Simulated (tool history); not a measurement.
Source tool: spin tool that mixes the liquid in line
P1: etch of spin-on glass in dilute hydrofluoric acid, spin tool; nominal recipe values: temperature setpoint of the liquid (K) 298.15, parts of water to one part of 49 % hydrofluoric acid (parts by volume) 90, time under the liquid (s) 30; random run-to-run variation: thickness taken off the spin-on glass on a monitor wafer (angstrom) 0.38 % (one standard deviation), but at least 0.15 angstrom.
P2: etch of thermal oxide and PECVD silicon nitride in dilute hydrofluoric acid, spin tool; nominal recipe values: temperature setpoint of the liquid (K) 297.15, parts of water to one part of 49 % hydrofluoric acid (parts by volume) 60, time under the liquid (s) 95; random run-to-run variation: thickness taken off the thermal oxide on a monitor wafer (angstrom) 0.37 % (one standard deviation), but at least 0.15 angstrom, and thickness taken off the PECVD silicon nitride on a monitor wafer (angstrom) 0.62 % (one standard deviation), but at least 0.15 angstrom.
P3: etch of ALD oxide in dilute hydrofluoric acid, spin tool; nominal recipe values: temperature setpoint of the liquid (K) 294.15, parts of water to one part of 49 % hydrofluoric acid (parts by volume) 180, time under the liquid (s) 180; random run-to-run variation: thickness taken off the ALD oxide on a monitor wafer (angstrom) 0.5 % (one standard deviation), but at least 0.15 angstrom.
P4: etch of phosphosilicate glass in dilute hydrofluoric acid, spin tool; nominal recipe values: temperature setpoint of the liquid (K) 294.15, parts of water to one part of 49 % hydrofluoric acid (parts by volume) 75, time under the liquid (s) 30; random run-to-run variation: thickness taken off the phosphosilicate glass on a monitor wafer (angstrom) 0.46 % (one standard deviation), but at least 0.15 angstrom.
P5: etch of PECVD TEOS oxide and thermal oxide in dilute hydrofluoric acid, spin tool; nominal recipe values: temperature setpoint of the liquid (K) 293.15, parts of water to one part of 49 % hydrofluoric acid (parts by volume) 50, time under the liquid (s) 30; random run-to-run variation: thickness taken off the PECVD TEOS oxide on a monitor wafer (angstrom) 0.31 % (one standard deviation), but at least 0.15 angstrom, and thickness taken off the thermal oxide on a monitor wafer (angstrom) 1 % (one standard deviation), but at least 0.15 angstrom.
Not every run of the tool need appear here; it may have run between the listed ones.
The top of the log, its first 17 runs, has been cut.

| run | hour | process that ran | temperature setpoint of the liquid (K) | parts of water to one part of 49 % hydrofluoric acid (parts by volume) | time under the liquid (s) | thickness taken off the spin-on glass on a monitor wafer (angstrom) | thickness taken off the ALD oxide on a monitor wafer (angstrom) | thickness taken off the PECVD TEOS oxide on a monitor wafer (angstrom) | thickness taken off the thermal oxide on a monitor wafer (angstrom) | thickness taken off the PECVD silicon nitride on a monitor wafer (angstrom) | thickness taken off the phosphosilicate glass on a monitor wafer (angstrom) |
|---|---|---|---|---|---|---|---|---|---|---|---|
| 18 | 103.7 | P1 | 298.15 | 35 | 15 | 168.000 |  |  |  |  |  |
| 19 | 108.5 | P5 | 293.15 | 50 | 15 |  |  | 53.540 | 13.195 |  |  |
| 20 | 112.8 | P1 | 298.15 | 90 | 30 | 120.320 |  |  |  |  |  |
| 21 | 119.4 | P2 | 297.15 | 60 | 95 |  |  |  | 78.378 | 50.721 |  |
| 22 | 123.0 | P1 | 298.15 | 90 | 30 | 121.160 |  |  |  |  |  |
| 23 | 127.2 | P1 | 298.15 | 90 | 60 | 239.500 |  |  |  |  |  |
| 24 | 133.7 | P2 | 297.15 | 80 | 95 |  |  |  | 57.361 | 38.005 |  |
| 25 | 137.3 | P1 | 298.15 | 90 | 15 | 60.207 |  |  |  |  |  |

Expected results for the next run?
| 26 | 141.3 | P4 | 294.15 | 75 | 60 |  |  |  |  |  | ? |

thickness taken off the phosphosilicate glass on a monitor wafer (angstrom): 1109.70
